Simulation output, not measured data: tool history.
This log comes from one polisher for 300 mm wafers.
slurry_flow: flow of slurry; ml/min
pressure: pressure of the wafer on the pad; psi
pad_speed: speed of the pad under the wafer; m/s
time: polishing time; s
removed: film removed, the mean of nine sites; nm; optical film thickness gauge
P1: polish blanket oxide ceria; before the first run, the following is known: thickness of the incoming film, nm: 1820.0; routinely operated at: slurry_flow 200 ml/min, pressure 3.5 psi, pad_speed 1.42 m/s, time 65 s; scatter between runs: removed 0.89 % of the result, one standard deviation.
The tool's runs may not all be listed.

run,day,slurry_flow,pressure,pad_speed,time,wafers polished on this pad,hours since the slurry nozzle was cleaned,hours since the head pressure was calibrated,removed
1,0.429,200,3.5,1.42,65,202,140.6,798.4,487.12
2,0.758,200,3.5,1.42,65,281,148.5,806.3,484.25
3,1.167,200,3.5,1.42,39,378,158.3,816.1,288.17
4,1.721,200,5,1.42,65,511,171.6,829.4,688.42
# day 2.225: head pressure recalibrated
5,2.338,120,3.5,1.42,65,658,186.4,2.8,452.86
6,2.8,200,3.5,0.7,65,768,197.5,13.9,238.43
# day 3.108: slurry nozzle cleaned
7,3.25,120,3.5,2.02,65,876,3.4,24.7,636.97
8,3.692,200,2.2,1.42,65,981,14,35.3,306.44
9,4.017,200,3.5,1.42,95,1059,21.8,43.1,704.34
10,4.508,290,3.5,1.42,65,1176,33.6,54.9,499.55
11,5.146,200,3.5,1.42,65,1329,48.9,70.2,485.97
12,5.717,200,3.5,2.1,65,1465,62.6,83.9,715.33
13,6.162,200,3.5,1.42,65,1572,73.3,94.6,493.11
14,6.804,200,3.5,1.42,65,1725,88.7,110,484.22
15,7.183,200,4.6,0.88,65,1815,97.8,119.1,392.62
16,7.658,200,3.5,1.42,65,1929,109.2,130.5,489.11
17,8.279,200,3.5,1.42,65,2077,124.1,145.4,478.77
18,8.85,200,3.5,1.42,65,2213,137.8,159.1,468.46
19,9.433,200,3.5,1.42,65,2353,151.8,173.1,459.34
20,9.758,200,3.5,1.42,65,2430,159.6,180.9,465.59
# day 9.954: worn pad replaced by a new one
21,10.25,200,3.5,1.42,65,71,171.4,192.7,458.02
22,10.554,200,3.5,1.42,65,144,178.7,200,455.94
23,11.171,200,3.5,1.42,65,291,193.5,214.8,457.06
24,11.804,200,3.5,1.42,65,442,208.7,230,452.38
25,12.446,200,3.5,1.42,65,595,224.1,245.4,460.64
26,12.742,200,3.5,1.42,65,666,231.2,252.5,460.06

What P1 gives has crept off from where it sat before. The 2 causes that follow fit the log equally well, each at the size noted:
A: slurry flow missing at the pad, % = 32.3
B: head's pressure below its setpoint, % = 5.98
The gradual shift began around day 7.658.
Why every other cause is out:
removal rate lost through wear of the pad, %: serviced at day 9.954, after the change had begun; the process did not return to its earlier output

Consider the 4 check runs below, whose results appear as question marks and each of which averages 3 wafers. Which one distinguishes the causes, in that each cause would give it a clearly different result?
check 1,13.038,200,4.7,1.42,65,,,,?
check 2,13.038,200,3.5,1.94,65,,,,?
check 3,13.038,120,3.5,1.42,65,,,,?
check 4,13.038,200,3.5,0.92,65,,,,?

Expected result of each check under each candidate cause:
check,result,if A,if B
check 1,removed,611.57,611.53
check 2,removed,622.2,622.16
check 3,removed,403.18,418.03
check 4,removed,295.06,295.05
Separation of the two closest causes in each check, using whichever result separates them best: check 1 0.01 %; check 2 0.01 %; check 3 3.62 %; check 4 0.01 %
The causes can be told apart only by check 3. The other checks would give nearly the same results under each of them.

Running check 3 produced the following: removed 415.99 nm. Which one of the listed causes fits?

The cause is B: head's pressure below its setpoint, %.
